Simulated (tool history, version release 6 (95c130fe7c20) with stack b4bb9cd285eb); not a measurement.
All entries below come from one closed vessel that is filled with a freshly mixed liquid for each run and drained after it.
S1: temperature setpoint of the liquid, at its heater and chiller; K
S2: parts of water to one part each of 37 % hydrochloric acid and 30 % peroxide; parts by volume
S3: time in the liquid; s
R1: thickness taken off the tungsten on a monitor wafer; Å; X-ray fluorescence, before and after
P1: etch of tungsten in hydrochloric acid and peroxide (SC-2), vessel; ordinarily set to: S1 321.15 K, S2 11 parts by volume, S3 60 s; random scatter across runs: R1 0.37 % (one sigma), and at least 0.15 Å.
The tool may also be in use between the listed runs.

run 1 hour=13.2 | S1=321.15 S2=11 S3=60 | R1=79.379
run 2 hour=23.2 | S1=321.15 S2=11 S3=60 | R1=80.330
run 3 hour=34.8 | S1=321.15 S2=11 S3=60 | R1=79.998
run 4 hour=43.6 | S1=321.15 S2=4 S3=60 | R1=172.920
run 5 hour=50.3 | S1=321.15 S2=11 S3=60 | R1=80.242
-- hour=58.5 chemicals flow meter replaced
run 6 hour=62.3 | S1=321.15 S2=20 S3=60 | R1=46.900
run 7 hour=71.2 | S1=308.65 S2=4 S3=60 | R1=71.959
run 8 hour=79.8 | S1=321.15 S2=11 S3=30 | R1=40.003
run 9 hour=91.5 | S1=321.15 S2=11 S3=105 | R1=140.500
run 10 hour=98.7 | S1=308.15 S2=11 S3=60 | R1=31.917
run 11 hour=112.5 | S1=329.15 S2=11 S3=60 | R1=135.580
run 12 hour=122.7 | S1=321.15 S2=11 S3=60 | R1=79.829
run 13 hour=131.3 | S1=321.15 S2=11 S3=60 | R1=79.710
run 14 hour=142.1 | S1=321.15 S2=11 S3=60 | R1=77.184
run 15 hour=152.9 | S1=321.15 S2=11 S3=60 | R1=76.035
run 16 hour=160.5 | S1=321.15 S2=11 S3=60 | R1=74.707
run 17 hour=169.3 | S1=321.15 S2=11 S3=60 | R1=74.033
-- hour=169.9 new drum of peroxide connected
run 18 hour=183.3 | S1=321.15 S2=11 S3=60 | R1=73.860
run 19 hour=191.3 | S1=321.15 S2=11 S3=60 | R1=73.648
run 20 hour=202.5 | S1=321.15 S2=11 S3=60 | R1=74.024
run 21 hour=214.2 | S1=321.15 S2=11 S3=60 | R1=73.750

What P1 gives has crept away from where it was. These 2 causes fit the log equally well, each at the size given:
A: chemicals flow below the setpoint (%) = 9.06
B: liquid colder than its thermometer reads (K) = 1.2
Onset of the creep was near hour 131.3.
Other possible causes, and why each is ruled out:
peroxide weaker than its label (%): its service at hour 169.9 followed the start of the drift and did not put the process back to its old value

Below are 4 check runs, each averaged over 3 wafers, with their results shown as question marks. Which of them would give clearly different results depending on which cause is behind the drift?
run check 1 hour=225.9 | S1=310.15 S2=11.0 S3=35 | R1=?
run check 2 hour=225.9 | S1=310.15 S2=11.0 S3=60 | R1=?
run check 3 hour=225.9 | S1=321.15 S2=19.5 S3=30 | R1=?
run check 4 hour=225.9 | S1=309.15 S2=4.5 S3=60 | R1=?

Expected result of each check under each candidate cause:
check=check_1 result=R1 if_A=19.936 if_B=19.812
check=check_2 result=R1 if_A=34.176 if_B=33.963
check=check_3 result=R1 if_A=22.168 if_B=22.284
check=check_4 result=R1 if_A=64.480 if_B=63.133
Per check, the gap between the least separated pair of causes, taken in the result that splits them most: check 1 0.63 %; check 2 0.63 %; check 3 0.52 %; check 4 2.11 %
Only in check 4 would the causes give clearly different results; in the remaining checks their results would be nearly the same.

With check 4 done, the readings were: R1 63.064 Å. Identify which of the listed causes applies.

It was cause B: liquid colder than its thermometer reads (K).

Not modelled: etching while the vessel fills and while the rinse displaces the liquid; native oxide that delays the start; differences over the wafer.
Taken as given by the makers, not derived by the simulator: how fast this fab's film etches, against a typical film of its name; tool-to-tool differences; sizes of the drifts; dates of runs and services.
